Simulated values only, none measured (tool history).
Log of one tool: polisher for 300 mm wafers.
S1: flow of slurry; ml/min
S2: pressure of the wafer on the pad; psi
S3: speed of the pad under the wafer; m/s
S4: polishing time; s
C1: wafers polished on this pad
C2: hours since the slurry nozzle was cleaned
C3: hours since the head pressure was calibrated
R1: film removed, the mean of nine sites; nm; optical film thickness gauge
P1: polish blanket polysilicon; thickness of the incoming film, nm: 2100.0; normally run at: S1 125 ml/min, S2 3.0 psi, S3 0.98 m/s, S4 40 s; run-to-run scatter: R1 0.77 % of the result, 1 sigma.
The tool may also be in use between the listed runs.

Run 1, hour 8.9: S1 125 ml/min, S2 3.0 psi, S3 0.98 m/s, S4 40 s; C1 388; C2 123.7; C3 233.6. Result: R1 371.10 nm.
Run 2, hour 19.5: S1 125 ml/min, S2 4.5 psi, S3 0.98 m/s, S4 40 s; C1 543; C2 134.3; C3 244.2. Result: R1 567.52 nm.
Run 3, hour 25.9: S1 75 ml/min, S2 3.0 psi, S3 1.50 m/s, S4 40 s; C1 636; C2 140.7; C3 250.6. Result: R1 492.63 nm.
Run 4, hour 31.4: S1 125 ml/min, S2 2.0 psi, S3 0.98 m/s, S4 40 s; C1 716; C2 146.2; C3 256.1. Result: R1 248.81 nm.
Run 5, hour 40.4: S1 125 ml/min, S2 3.0 psi, S3 0.56 m/s, S4 20 s; C1 848; C2 155.2; C3 265.1. Result: R1 105.46 nm.
Run 6, hour 47.8: S1 125 ml/min, S2 3.0 psi, S3 1.36 m/s, S4 40 s; C1 955; C2 162.6; C3 272.5. Result: R1 521.98 nm.
Run 7, hour 53.4: S1 125 ml/min, S2 3.0 psi, S3 0.98 m/s, S4 40 s; C1 1037; C2 168.2; C3 278.1. Result: R1 374.47 nm.
Run 8, hour 64.2: S1 125 ml/min, S2 3.0 psi, S3 0.52 m/s, S4 40 s; C1 1195; C2 179.0; C3 288.9. Result: R1 196.17 nm.
Run 9, hour 71.9: S1 125 ml/min, S2 3.0 psi, S3 0.98 m/s, S4 40 s; C1 1307; C2 186.7; C3 296.6. Result: R1 371.57 nm.
Run 10, hour 81.8: S1 125 ml/min, S2 3.0 psi, S3 0.98 m/s, S4 29 s; C1 1451; C2 196.6; C3 306.5. Result: R1 271.99 nm.
Run 11, hour 90.8: S1 75 ml/min, S2 3.0 psi, S3 0.98 m/s, S4 40 s; C1 1583; C2 205.6; C3 315.5. Result: R1 323.26 nm.
At hour 91.8: slurry nozzle cleaned.
Run 12, hour 97.8: S1 125 ml/min, S2 2.0 psi, S3 1.34 m/s, S4 40 s; C1 1685; C2 6.1; C3 322.5. Result: R1 339.89 nm.
Run 13, hour 108.1: S1 125 ml/min, S2 3.0 psi, S3 0.98 m/s, S4 63 s; C1 1835; C2 16.4; C3 332.8. Result: R1 588.48 nm.
Run 14, hour 116.8: S1 125 ml/min, S2 3.0 psi, S3 0.98 m/s, S4 40 s; C1 1962; C2 25.1; C3 341.5. Result: R1 367.12 nm.
Run 15, hour 125.1: S1 125 ml/min, S2 3.0 psi, S3 0.98 m/s, S4 40 s; C1 2083; C2 33.4; C3 349.8. Result: R1 366.88 nm.
Run 16, hour 134.7: S1 170 ml/min, S2 3.0 psi, S3 0.98 m/s, S4 40 s; C1 2223; C2 43.0; C3 359.4. Result: R1 390.37 nm.
Run 17, hour 145.0: S1 125 ml/min, S2 3.0 psi, S3 0.98 m/s, S4 40 s; C1 2373; C2 53.3; C3 369.7. Result: R1 369.73 nm.
Run 18, hour 152.0: S1 125 ml/min, S2 3.0 psi, S3 0.98 m/s, S4 40 s; C1 2475; C2 60.3; C3 376.7. Result: R1 357.54 nm.
Run 19, hour 163.0: S1 125 ml/min, S2 3.0 psi, S3 0.98 m/s, S4 40 s; C1 2636; C2 71.3; C3 387.7. Result: R1 343.67 nm.
Run 20, hour 174.9: S1 125 ml/min, S2 3.0 psi, S3 0.98 m/s, S4 40 s; C1 2809; C2 83.2; C3 399.6. Result: R1 341.14 nm.
Run 21, hour 181.2: S1 125 ml/min, S2 3.0 psi, S3 0.98 m/s, S4 40 s; C1 2901; C2 89.5; C3 405.9. Result: R1 336.03 nm.
At hour 188.6: worn pad replaced by a new one.
Run 22, hour 189.6: S1 125 ml/min, S2 3.0 psi, S3 0.98 m/s, S4 40 s; C1 15; C2 97.9; C3 414.3. Result: R1 340.86 nm.
Run 23, hour 196.2: S1 125 ml/min, S2 3.0 psi, S3 0.98 m/s, S4 40 s; C1 111; C2 104.5; C3 420.9. Result: R1 331.83 nm.
Run 24, hour 204.0: S1 125 ml/min, S2 3.0 psi, S3 0.98 m/s, S4 40 s; C1 225; C2 112.3; C3 428.7. Result: R1 333.28 nm.

What P1 gives has crept away from where it was. These 2 causes fit the log equally well, each at the size given:
A: head's pressure below its setpoint, % = 10.3
B: slurry flow missing at the pad, % = 35.1
The creep began at about hour 145.0.
Why every other cause is out:
removal rate lost through wear of the pad, %: serviced at hour 188.6, which brought nothing back

4 check runs are offered, one wafer each, their results left as question marks. Which one tells the causes apart?
Run check 1, hour 211.8: S1 125 ml/min, S2 2.3 psi, S3 0.98 m/s, S4 40 s. Result: R1 ?.
Run check 2, hour 211.8: S1 125 ml/min, S2 4.4 psi, S3 0.98 m/s, S4 40 s. Result: R1 ?.
Run check 3, hour 211.8: S1 125 ml/min, S2 3.9 psi, S3 0.54 m/s, S4 40 s. Result: R1 ?.
Run check 4, hour 211.8: S1 75 ml/min, S2 3.0 psi, S3 0.98 m/s, S4 57 s. Result: R1 ?.

What each check would give under each cause:
  check  result    if A    if B
check 1      R1  255.26  255.30
check 2      R1  488.32  488.39
check 3      R1  238.50  238.53
check 4      R1  415.36  391.85
How far apart the two closest causes lie, in the result that separates them most: check 1 0.02 %; check 2 0.02 %; check 3 0.02 %; check 4 5.83 %
Check 4 tells the causes apart: in the others they would give nearly the same result.

Check 4 was then run and gave: R1 416.91 nm. Which cause is it?

It is A: head's pressure below its setpoint, %.
